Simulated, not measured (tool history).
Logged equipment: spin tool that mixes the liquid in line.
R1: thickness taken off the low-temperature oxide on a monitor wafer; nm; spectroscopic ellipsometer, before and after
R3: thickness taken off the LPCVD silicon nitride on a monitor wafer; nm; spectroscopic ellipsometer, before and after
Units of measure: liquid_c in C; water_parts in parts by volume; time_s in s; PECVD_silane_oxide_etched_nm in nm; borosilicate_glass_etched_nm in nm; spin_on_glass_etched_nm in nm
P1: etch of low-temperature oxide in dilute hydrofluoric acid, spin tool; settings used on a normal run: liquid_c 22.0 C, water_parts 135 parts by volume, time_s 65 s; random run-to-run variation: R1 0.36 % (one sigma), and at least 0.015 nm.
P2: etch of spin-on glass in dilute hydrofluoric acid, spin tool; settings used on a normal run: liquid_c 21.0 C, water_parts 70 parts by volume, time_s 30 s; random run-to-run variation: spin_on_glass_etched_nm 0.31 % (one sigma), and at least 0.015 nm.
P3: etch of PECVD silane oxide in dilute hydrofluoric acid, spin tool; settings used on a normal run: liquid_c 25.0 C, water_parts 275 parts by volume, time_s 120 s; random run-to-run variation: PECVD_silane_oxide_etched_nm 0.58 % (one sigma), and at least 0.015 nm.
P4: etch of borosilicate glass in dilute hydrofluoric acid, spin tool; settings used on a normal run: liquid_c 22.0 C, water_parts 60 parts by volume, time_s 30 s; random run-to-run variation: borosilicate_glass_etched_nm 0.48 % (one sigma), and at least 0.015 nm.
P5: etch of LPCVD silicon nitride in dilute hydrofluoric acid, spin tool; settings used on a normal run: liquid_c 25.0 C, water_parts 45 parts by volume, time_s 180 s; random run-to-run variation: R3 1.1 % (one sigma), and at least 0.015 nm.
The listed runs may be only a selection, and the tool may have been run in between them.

{"run": 1, "hour": 10.5, "process": "P1", "liquid_c": 22.0, "water_parts": 135, "time_s": 65, "R1": 7.1575}
{"run": 2, "hour": 19.3, "process": "P1", "liquid_c": 18.0, "water_parts": 135, "time_s": 65, "R1": 6.0726}
{"run": 3, "hour": 27.4, "process": "P3", "liquid_c": 25.0, "water_parts": 70, "time_s": 120, "PECVD_silane_oxide_etched_nm": 27.948}
{"run": 4, "hour": 37.5, "process": "P1", "liquid_c": 22.0, "water_parts": 40, "time_s": 65, "R1": 26.955}
{"run": 5, "hour": 42.2, "process": "P5", "liquid_c": 25.0, "water_parts": 45, "time_s": 180, "R3": 1.8715}
{"run": 6, "hour": 52.1, "process": "P5", "liquid_c": 25.0, "water_parts": 45, "time_s": 265, "R3": 2.6828}
{"run": 7, "hour": 61.8, "process": "P5", "liquid_c": 17.5, "water_parts": 45, "time_s": 180, "R3": 1.0859}
{"run": 8, "hour": 70.6, "process": "P3", "liquid_c": 25.0, "water_parts": 275, "time_s": 120, "PECVD_silane_oxide_etched_nm": 5.5539}
{"run": 9, "hour": 79.6, "process": "P1", "liquid_c": 22.0, "water_parts": 245, "time_s": 65, "R1": 3.4836}
{"run": 10, "hour": 90.4, "process": "P1", "liquid_c": 22.0, "water_parts": 135, "time_s": 65, "R1": 7.1392}
{"run": 11, "hour": 95.8, "process": "P1", "liquid_c": 22.0, "water_parts": 135, "time_s": 105, "R1": 11.519}
{"run": 12, "hour": 102.9, "process": "P4", "liquid_c": 22.0, "water_parts": 60, "time_s": 15, "borosilicate_glass_etched_nm": 5.9978}
{"run": 13, "hour": 113.7, "process": "P3", "liquid_c": 19.0, "water_parts": 275, "time_s": 120, "PECVD_silane_oxide_etched_nm": 4.5312}
{"run": 14, "hour": 119.7, "process": "P1", "liquid_c": 18.0, "water_parts": 135, "time_s": 115, "R1": 10.813}
{"run": 15, "hour": 127.1, "process": "P4", "liquid_c": 22.0, "water_parts": 60, "time_s": 30, "borosilicate_glass_etched_nm": 12.036}
{"run": 16, "hour": 132.6, "process": "P1", "liquid_c": 28.5, "water_parts": 135, "time_s": 65, "R1": 9.1548}
{"run": 17, "hour": 140.6, "process": "P4", "liquid_c": 22.0, "water_parts": 110, "time_s": 30, "borosilicate_glass_etched_nm": 6.1225}
{"run": 18, "hour": 146.0, "process": "P2", "liquid_c": 21.0, "water_parts": 110, "time_s": 30, "spin_on_glass_etched_nm": 7.261}
{"run": 19, "hour": 156.5, "process": "P2", "liquid_c": 21.0, "water_parts": 70, "time_s": 30, "spin_on_glass_etched_nm": 12.018}
{"run": 20, "hour": 165.9, "process": "P4", "liquid_c": 30.0, "water_parts": 60, "time_s": 30, "borosilicate_glass_etched_nm": 16.44}
{"run": 21, "hour": 174.5, "process": "P1", "liquid_c": 22.0, "water_parts": 135, "time_s": 65, "R1": 7.1793}
{"run": 22, "hour": 179.8, "process": "P1", "liquid_c": 22.0, "water_parts": 135, "time_s": 65, "R1": 7.1628}
{"run": 23, "hour": 184.5, "process": "P3", "liquid_c": 25.0, "water_parts": 275, "time_s": 120, "PECVD_silane_oxide_etched_nm": 5.578}
{"run": 24, "hour": 195.1, "process": "P1", "liquid_c": 22.0, "water_parts": 135, "time_s": 25, "R1": 2.7414}
{"run": 25, "hour": 200.3, "process": "P1", "liquid_c": 22.0, "water_parts": 135, "time_s": 65, "R1": 7.1354}
{"run": 26, "hour": 208.7, "process": "P2", "liquid_c": 21.0, "water_parts": 70, "time_s": 60, "spin_on_glass_etched_nm": 23.846}
{"run": 27, "hour": 218.8, "process": "P3", "liquid_c": 25.0, "water_parts": 275, "time_s": 170, "PECVD_silane_oxide_etched_nm": 7.9079}
{"run": 28, "hour": 228.8, "process": "P2", "liquid_c": 17.0, "water_parts": 70, "time_s": 30, "spin_on_glass_etched_nm": 10.098}
{"run": 29, "hour": 236.9, "process": "P4", "liquid_c": 22.0, "water_parts": 60, "time_s": 30, "borosilicate_glass_etched_nm": 12.046}
{"run": 30, "hour": 245.9, "process": "P5", "liquid_c": 25.0, "water_parts": 20, "time_s": 180, "R3": 4.0435}
{"run": 31, "hour": 251.4, "process": "P1", "liquid_c": 22.0, "water_parts": 135, "time_s": 65, "R1": 7.2119}
{"run": 32, "hour": 260.3, "process": "P1", "liquid_c": 22.0, "water_parts": 135, "time_s": 65, "R1": 7.2834}
{"run": 33, "hour": 270.9, "process": "P1", "liquid_c": 22.0, "water_parts": 135, "time_s": 65, "R1": 7.4245}
{"run": 34, "hour": 279.7, "process": "P1", "liquid_c": 22.0, "water_parts": 135, "time_s": 65, "R1": 7.5564}
{"run": 35, "hour": 286.6, "process": "P1", "liquid_c": 22.0, "water_parts": 135, "time_s": 65, "R1": 7.5353}
{"run": 36, "hour": 292.5, "process": "P1", "liquid_c": 22.0, "water_parts": 135, "time_s": 65, "R1": 7.469}
{"run": 37, "hour": 301.0, "process": "P1", "liquid_c": 22.0, "water_parts": 135, "time_s": 65, "R1": 7.5715}
{"run": 38, "hour": 307.8, "process": "P1", "liquid_c": 22.0, "water_parts": 135, "time_s": 65, "R1": 7.5165}
{"run": 39, "hour": 316.8, "process": "P1", "liquid_c": 22.0, "water_parts": 135, "time_s": 65, "R1": 7.5984}
{"run": 40, "hour": 325.2, "process": "P1", "liquid_c": 22.0, "water_parts": 135, "time_s": 65, "R1": 7.6126}
{"run": 41, "hour": 331.9, "process": "P1", "liquid_c": 22.0, "water_parts": 135, "time_s": 65, "R1": 7.5596}

The log shows P1 creeping away from where it was. Any of the 2 causes listed here, at the size stated for it, fits the log just as well as the others:
A: hydrofluoric acid flow above the setpoint (%) = 5.25
B: liquid hotter than its thermometer reads (K) = 1.51
Onset of the creep was near hour 251.4.

You are offered 4 check runs, listed below with question marks in place of their results; each one averages 5 wafers. Which run separates the listed causes by giving clearly different results for each?
{"run": "check 1", "hour": 338.6, "process": "P5", "liquid_c": 17.5, "water_parts": 45, "time_s": 180, "R3": "?"}
{"run": "check 2", "hour": 338.6, "process": "P3", "liquid_c": 25.0, "water_parts": 125, "time_s": 160, "PECVD_silane_oxide_etched_nm": "?"}
{"run": "check 3", "hour": 338.6, "process": "P2", "liquid_c": 21.0, "water_parts": 110, "time_s": 30, "spin_on_glass_etched_nm": "?"}
{"run": "check 4", "hour": 338.6, "process": "P4", "liquid_c": 25.0, "water_parts": 60, "time_s": 15, "borosilicate_glass_etched_nm": "?"}

Expected result of each check under each candidate cause:
check=check_1 result=R3 if_A=1.1671 if_B=1.2357
check=check_2 result=PECVD_silane_oxide_etched_nm if_A=20.4920 if_B=20.4710
check=check_3 result=spin_on_glass_etched_nm if_A=7.6780 if_B=7.7028
check=check_4 result=borosilicate_glass_etched_nm if_A=7.1492 if_B=7.1897
Gap, in per cent, between the two causes that each check separates least, read from the result that separates them most: check 1 5.71 %; check 2 0.1 %; check 3 0.32 %; check 4 0.56 %
Only in check 1 would the causes give clearly different results; in the remaining checks their results would be nearly the same.

Then check 1 was run and gave: R3 1.2390 nm. Which cause is it?

The cause is B: liquid hotter than its thermometer reads (K).
